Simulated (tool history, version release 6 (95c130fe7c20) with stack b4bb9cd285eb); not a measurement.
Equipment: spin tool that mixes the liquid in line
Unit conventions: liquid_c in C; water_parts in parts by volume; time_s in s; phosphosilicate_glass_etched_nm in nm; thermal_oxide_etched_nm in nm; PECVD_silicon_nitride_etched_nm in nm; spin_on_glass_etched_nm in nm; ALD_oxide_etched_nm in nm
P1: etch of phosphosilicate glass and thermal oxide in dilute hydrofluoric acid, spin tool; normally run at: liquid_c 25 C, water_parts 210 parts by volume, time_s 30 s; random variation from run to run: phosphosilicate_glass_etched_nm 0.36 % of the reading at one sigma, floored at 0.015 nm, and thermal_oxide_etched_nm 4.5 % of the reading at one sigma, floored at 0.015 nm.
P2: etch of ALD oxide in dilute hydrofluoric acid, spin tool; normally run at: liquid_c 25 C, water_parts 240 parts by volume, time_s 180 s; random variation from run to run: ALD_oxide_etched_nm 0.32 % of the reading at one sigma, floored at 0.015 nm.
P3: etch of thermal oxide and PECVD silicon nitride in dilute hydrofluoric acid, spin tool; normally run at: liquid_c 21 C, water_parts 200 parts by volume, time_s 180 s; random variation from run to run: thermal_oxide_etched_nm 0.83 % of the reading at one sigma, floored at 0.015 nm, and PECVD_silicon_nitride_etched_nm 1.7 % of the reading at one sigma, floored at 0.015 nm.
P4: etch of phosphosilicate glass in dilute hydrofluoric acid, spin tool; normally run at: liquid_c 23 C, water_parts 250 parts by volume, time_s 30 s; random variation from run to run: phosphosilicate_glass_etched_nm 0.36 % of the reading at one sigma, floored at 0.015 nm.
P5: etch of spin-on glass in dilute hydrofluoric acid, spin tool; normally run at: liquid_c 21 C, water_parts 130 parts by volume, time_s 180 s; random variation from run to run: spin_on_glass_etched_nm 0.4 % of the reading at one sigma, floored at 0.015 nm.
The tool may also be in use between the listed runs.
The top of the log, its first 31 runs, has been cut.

run   hour  process  liquid_c  water_parts  time_s  hours since the thermometer was replaced  hours since the hydrofluoric acid flow meter was replaced  phosphosilicate_glass_etched_nm  thermal_oxide_etched_nm  PECVD_silicon_nitride_etched_nm  spin_on_glass_etched_nm  ALD_oxide_etched_nm
 32  139.8       P2        25          240     180                                     886.6                                                      987.4                                                                                                                                   16.629
 33  144.7       P3        21          200     180                                     891.5                                                      992.3                                                    3.2423                           1.2766
 34  148.5       P1        25          210      30                                     895.3                                                      996.1                           8.1411                  0.55818
 35  152.9       P1        25          210      30                                     899.7                                                     1000.5                           7.8662                  0.61322
 36  156.7       P1        25          210      30                                     903.5                                                     1004.3                            7.793                  0.59549
 37    161       P1        25          210      30                                     907.8                                                     1008.6                           7.6218                  0.54601
 38  166.3       P1        25          210      30                                     913.1                                                     1013.9                           7.5704                  0.53846
 39  169.6       P1        25          210      30                                     916.4                                                     1017.2                           7.4979                  0.52359
 40  174.2       P1        25          210      30                                       921                                                     1021.8                           7.4987                  0.59134
 41  179.8       P1        25          210      30                                     926.6                                                     1027.4                           7.4301                  0.54978

Run 42 is up next; what results do you expect?
 42  183.7       P1        25          210      30                                     930.5                                                     1031.3                                ?                        ?

{"run 42": {"phosphosilicate_glass_etched_nm": 7.44, "thermal_oxide_etched_nm": 0.50558}}

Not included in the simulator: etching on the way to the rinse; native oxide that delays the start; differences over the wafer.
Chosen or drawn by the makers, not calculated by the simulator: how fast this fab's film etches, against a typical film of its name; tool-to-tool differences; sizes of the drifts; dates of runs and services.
